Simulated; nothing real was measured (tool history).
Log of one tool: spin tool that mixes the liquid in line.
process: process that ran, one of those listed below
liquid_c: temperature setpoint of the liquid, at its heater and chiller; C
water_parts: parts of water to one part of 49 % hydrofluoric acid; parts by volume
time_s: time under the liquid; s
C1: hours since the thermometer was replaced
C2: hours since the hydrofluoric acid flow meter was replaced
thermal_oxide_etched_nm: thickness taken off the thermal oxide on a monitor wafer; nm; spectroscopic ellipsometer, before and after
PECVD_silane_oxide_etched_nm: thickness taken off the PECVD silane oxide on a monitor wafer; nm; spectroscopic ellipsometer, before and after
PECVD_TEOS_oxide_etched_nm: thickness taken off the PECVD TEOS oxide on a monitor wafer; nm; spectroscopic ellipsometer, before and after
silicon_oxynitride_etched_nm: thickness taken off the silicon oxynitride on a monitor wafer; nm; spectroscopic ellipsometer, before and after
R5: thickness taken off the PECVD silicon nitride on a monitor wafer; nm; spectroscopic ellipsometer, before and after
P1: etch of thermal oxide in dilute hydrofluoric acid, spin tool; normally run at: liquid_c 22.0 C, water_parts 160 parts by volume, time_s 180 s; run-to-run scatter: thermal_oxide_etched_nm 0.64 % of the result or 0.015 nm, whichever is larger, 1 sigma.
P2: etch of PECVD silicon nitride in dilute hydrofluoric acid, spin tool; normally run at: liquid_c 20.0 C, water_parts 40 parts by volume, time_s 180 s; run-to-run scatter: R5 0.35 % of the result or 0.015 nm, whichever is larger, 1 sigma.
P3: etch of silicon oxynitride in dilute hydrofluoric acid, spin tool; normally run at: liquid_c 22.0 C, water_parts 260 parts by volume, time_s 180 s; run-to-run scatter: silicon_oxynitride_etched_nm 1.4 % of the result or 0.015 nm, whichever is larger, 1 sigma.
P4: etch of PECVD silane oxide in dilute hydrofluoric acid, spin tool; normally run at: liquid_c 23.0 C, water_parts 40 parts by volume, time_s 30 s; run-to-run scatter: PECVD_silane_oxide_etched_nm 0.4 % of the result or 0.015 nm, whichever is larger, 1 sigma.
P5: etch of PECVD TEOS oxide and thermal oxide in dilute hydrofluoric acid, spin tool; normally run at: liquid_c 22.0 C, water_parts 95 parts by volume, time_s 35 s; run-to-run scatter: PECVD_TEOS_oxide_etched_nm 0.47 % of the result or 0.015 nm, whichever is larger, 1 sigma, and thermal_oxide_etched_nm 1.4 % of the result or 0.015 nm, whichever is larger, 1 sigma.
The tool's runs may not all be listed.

{"run": 1, "day": 0.488, "process": "P1", "liquid_c": 22.0, "water_parts": 160, "time_s": 180, "C1": 409.1, "C2": 355.5, "thermal_oxide_etched_nm": 4.5844}
{"run": 2, "day": 1.046, "process": "P1", "liquid_c": 22.0, "water_parts": 260, "time_s": 30, "C1": 422.5, "C2": 368.9, "thermal_oxide_etched_nm": 0.43499}
{"run": 3, "day": 1.5, "process": "P4", "liquid_c": 23.0, "water_parts": 40, "time_s": 60, "C1": 433.4, "C2": 379.8, "PECVD_silane_oxide_etched_nm": 33.184}
{"run": 4, "day": 1.979, "process": "P1", "liquid_c": 22.0, "water_parts": 160, "time_s": 180, "C1": 444.9, "C2": 391.3, "thermal_oxide_etched_nm": 4.6222}
{"run": 5, "day": 2.625, "process": "P5", "liquid_c": 22.0, "water_parts": 175, "time_s": 35, "C1": 460.4, "C2": 406.8, "thermal_oxide_etched_nm": 0.84268, "PECVD_TEOS_oxide_etched_nm": 2.1857}
{"run": 6, "day": 3.438, "process": "P5", "liquid_c": 22.0, "water_parts": 95, "time_s": 35, "C1": 479.9, "C2": 426.3, "thermal_oxide_etched_nm": 1.6019, "PECVD_TEOS_oxide_etched_nm": 4.3953}
{"run": 7, "day": 4.25, "process": "P3", "liquid_c": 22.0, "water_parts": 260, "time_s": 15, "C1": 499.4, "C2": 445.8, "silicon_oxynitride_etched_nm": 0.1376}
{"run": 8, "day": 5.062, "process": "P2", "liquid_c": 20.0, "water_parts": 40, "time_s": 275, "C1": 518.9, "C2": 465.3, "R5": 18.337}
{"run": 9, "day": 5.429, "process": "P5", "liquid_c": 30.0, "water_parts": 95, "time_s": 35, "C1": 527.7, "C2": 474.1, "thermal_oxide_etched_nm": 2.215, "PECVD_TEOS_oxide_etched_nm": 5.9568}
{"run": 10, "day": 5.854, "process": "P1", "liquid_c": 30.5, "water_parts": 160, "time_s": 180, "C1": 537.9, "C2": 484.3, "thermal_oxide_etched_nm": 6.3994}
{"run": 11, "day": 6.575, "process": "P1", "liquid_c": 22.0, "water_parts": 80, "time_s": 345, "C1": 555.2, "C2": 501.6, "thermal_oxide_etched_nm": 19.596}
{"run": 12, "day": 6.946, "process": "P1", "liquid_c": 22.0, "water_parts": 290, "time_s": 180, "C1": 564.1, "C2": 510.5, "thermal_oxide_etched_nm": 2.2695}
{"run": 13, "day": 7.475, "process": "P3", "liquid_c": 22.0, "water_parts": 470, "time_s": 180, "C1": 576.8, "C2": 523.2, "silicon_oxynitride_etched_nm": 0.73643}
{"run": 14, "day": 8.096, "process": "P1", "liquid_c": 22.0, "water_parts": 160, "time_s": 180, "C1": 591.7, "C2": 538.1, "thermal_oxide_etched_nm": 4.6188}
{"run": 15, "day": 8.554, "process": "P4", "liquid_c": 23.0, "water_parts": 70, "time_s": 30, "C1": 602.7, "C2": 549.1, "PECVD_silane_oxide_etched_nm": 9.1486}
{"run": 16, "day": 8.942, "process": "P2", "liquid_c": 17.0, "water_parts": 40, "time_s": 180, "C1": 612.0, "C2": 558.4, "R5": 9.7108}
{"run": 17, "day": 9.542, "process": "P3", "liquid_c": 27.5, "water_parts": 260, "time_s": 180, "C1": 626.4, "C2": 572.8, "silicon_oxynitride_etched_nm": 2.0826}
{"run": 18, "day": 9.983, "process": "P1", "liquid_c": 22.0, "water_parts": 160, "time_s": 180, "C1": 637.0, "C2": 583.4, "thermal_oxide_etched_nm": 4.6577}
{"run": 19, "day": 10.546, "process": "P1", "liquid_c": 22.0, "water_parts": 160, "time_s": 345, "C1": 650.5, "C2": 596.9, "thermal_oxide_etched_nm": 8.8106}
{"run": 20, "day": 11.0, "process": "P5", "liquid_c": 22.0, "water_parts": 95, "time_s": 65, "C1": 661.4, "C2": 607.8, "thermal_oxide_etched_nm": 2.9607, "PECVD_TEOS_oxide_etched_nm": 8.0636}
{"run": 21, "day": 11.417, "process": "P1", "liquid_c": 22.0, "water_parts": 50, "time_s": 180, "C1": 671.4, "C2": 617.8, "thermal_oxide_etched_nm": 16.847}
{"run": 22, "day": 11.867, "process": "P4", "liquid_c": 23.0, "water_parts": 40, "time_s": 30, "C1": 682.2, "C2": 628.6, "PECVD_silane_oxide_etched_nm": 16.658}
{"run": 23, "day": 12.525, "process": "P1", "liquid_c": 22.0, "water_parts": 160, "time_s": 180, "C1": 698.0, "C2": 644.4, "thermal_oxide_etched_nm": 4.7056}
{"run": 24, "day": 13.012, "process": "P4", "liquid_c": 29.0, "water_parts": 40, "time_s": 30, "C1": 709.7, "C2": 656.1, "PECVD_silane_oxide_etched_nm": 21.278}
{"run": 25, "day": 13.671, "process": "P1", "liquid_c": 17.0, "water_parts": 160, "time_s": 180, "C1": 725.5, "C2": 671.9, "thermal_oxide_etched_nm": 3.7743}
{"day": 13.854, "done": "thermometer replaced"}
{"run": 26, "day": 14.379, "process": "P2", "liquid_c": 20.0, "water_parts": 20, "time_s": 180, "C1": 12.7, "C2": 688.9, "R5": 23.328}
{"run": 27, "day": 14.812, "process": "P1", "liquid_c": 22.0, "water_parts": 160, "time_s": 90, "C1": 23.1, "C2": 699.3, "thermal_oxide_etched_nm": 2.309}
{"run": 28, "day": 15.3, "process": "P3", "liquid_c": 22.0, "water_parts": 260, "time_s": 180, "C1": 34.8, "C2": 711.0, "silicon_oxynitride_etched_nm": 1.6319}
{"run": 29, "day": 16.083, "process": "P1", "liquid_c": 22.0, "water_parts": 160, "time_s": 180, "C1": 53.6, "C2": 729.8, "thermal_oxide_etched_nm": 4.6333}
{"run": 30, "day": 16.888, "process": "P4", "liquid_c": 23.0, "water_parts": 40, "time_s": 30, "C1": 72.9, "C2": 749.1, "PECVD_silane_oxide_etched_nm": 16.606}
{"run": 31, "day": 17.288, "process": "P2", "liquid_c": 20.0, "water_parts": 40, "time_s": 180, "C1": 82.5, "C2": 758.7, "R5": 11.944}
{"run": 32, "day": 17.671, "process": "P1", "liquid_c": 22.0, "water_parts": 160, "time_s": 180, "C1": 91.7, "C2": 767.9, "thermal_oxide_etched_nm": 4.6643}
{"run": 33, "day": 18.125, "process": "P1", "liquid_c": 22.0, "water_parts": 160, "time_s": 180, "C1": 102.6, "C2": 778.8, "thermal_oxide_etched_nm": 4.4963}
{"run": 34, "day": 18.617, "process": "P1", "liquid_c": 22.0, "water_parts": 160, "time_s": 180, "C1": 114.4, "C2": 790.6, "thermal_oxide_etched_nm": 4.3722}
{"run": 35, "day": 18.971, "process": "P1", "liquid_c": 22.0, "water_parts": 160, "time_s": 180, "C1": 122.9, "C2": 799.1, "thermal_oxide_etched_nm": 4.4581}
{"run": 36, "day": 19.7, "process": "P1", "liquid_c": 22.0, "water_parts": 160, "time_s": 180, "C1": 140.4, "C2": 816.6, "thermal_oxide_etched_nm": 4.3631}
{"run": 37, "day": 20.358, "process": "P1", "liquid_c": 22.0, "water_parts": 160, "time_s": 180, "C1": 156.2, "C2": 832.4, "thermal_oxide_etched_nm": 4.3427}
{"run": 38, "day": 20.758, "process": "P1", "liquid_c": 22.0, "water_parts": 160, "time_s": 180, "C1": 165.8, "C2": 842.0, "thermal_oxide_etched_nm": 4.2785}
{"run": 39, "day": 21.142, "process": "P1", "liquid_c": 22.0, "water_parts": 160, "time_s": 180, "C1": 175.0, "C2": 851.2, "thermal_oxide_etched_nm": 4.247}

What P1 gives has crept away from where it was. These 2 causes fit the log equally well, each at the size given:
A: hydrofluoric acid flow below the setpoint (%) = 6.33
B: liquid colder than its thermometer reads (K) = 1.97
The creep began at about day 17.671.

4 check runs are offered, one wafer each, their results left as question marks. Which one tells the causes apart?
{"run": "check 1", "day": 21.525, "process": "P2", "liquid_c": 20.0, "water_parts": 40, "time_s": 270, "R5": "?"}
{"run": "check 2", "day": 21.525, "process": "P5", "liquid_c": 22.0, "water_parts": 140, "time_s": 55, "thermal_oxide_etched_nm": "?", "PECVD_TEOS_oxide_etched_nm": "?"}
{"run": "check 3", "day": 21.525, "process": "P4", "liquid_c": 23.0, "water_parts": 70, "time_s": 60, "PECVD_silane_oxide_etched_nm": "?"}
{"run": "check 4", "day": 21.525, "process": "P3", "liquid_c": 22.0, "water_parts": 420, "time_s": 180, "silicon_oxynitride_etched_nm": "?"}

What each check would give under each cause:
check=check_1 result=R5 if_A=16.8980 if_B=15.6750
check=check_2 result=thermal_oxide_etched_nm if_A=1.53210 if_B=1.52850
check=check_2 result=PECVD_TEOS_oxide_etched_nm if_A=4.1170 if_B=4.1075
check=check_3 result=PECVD_silane_oxide_etched_nm if_A=17.0610 if_B=16.8930
check=check_4 result=silicon_oxynitride_etched_nm if_A=0.83187 if_B=0.83166
How far apart the two closest causes lie, in the result that separates them most: check 1 7.51 %; check 2 0.23 %; check 3 0.98 %; check 4 0.02 %
Check 1 tells the causes apart: in the others they would give nearly the same result.

Then check 1 was run and gave: R5 16.9360 nm. Which cause is it?

It is A: hydrofluoric acid flow below the setpoint (%).
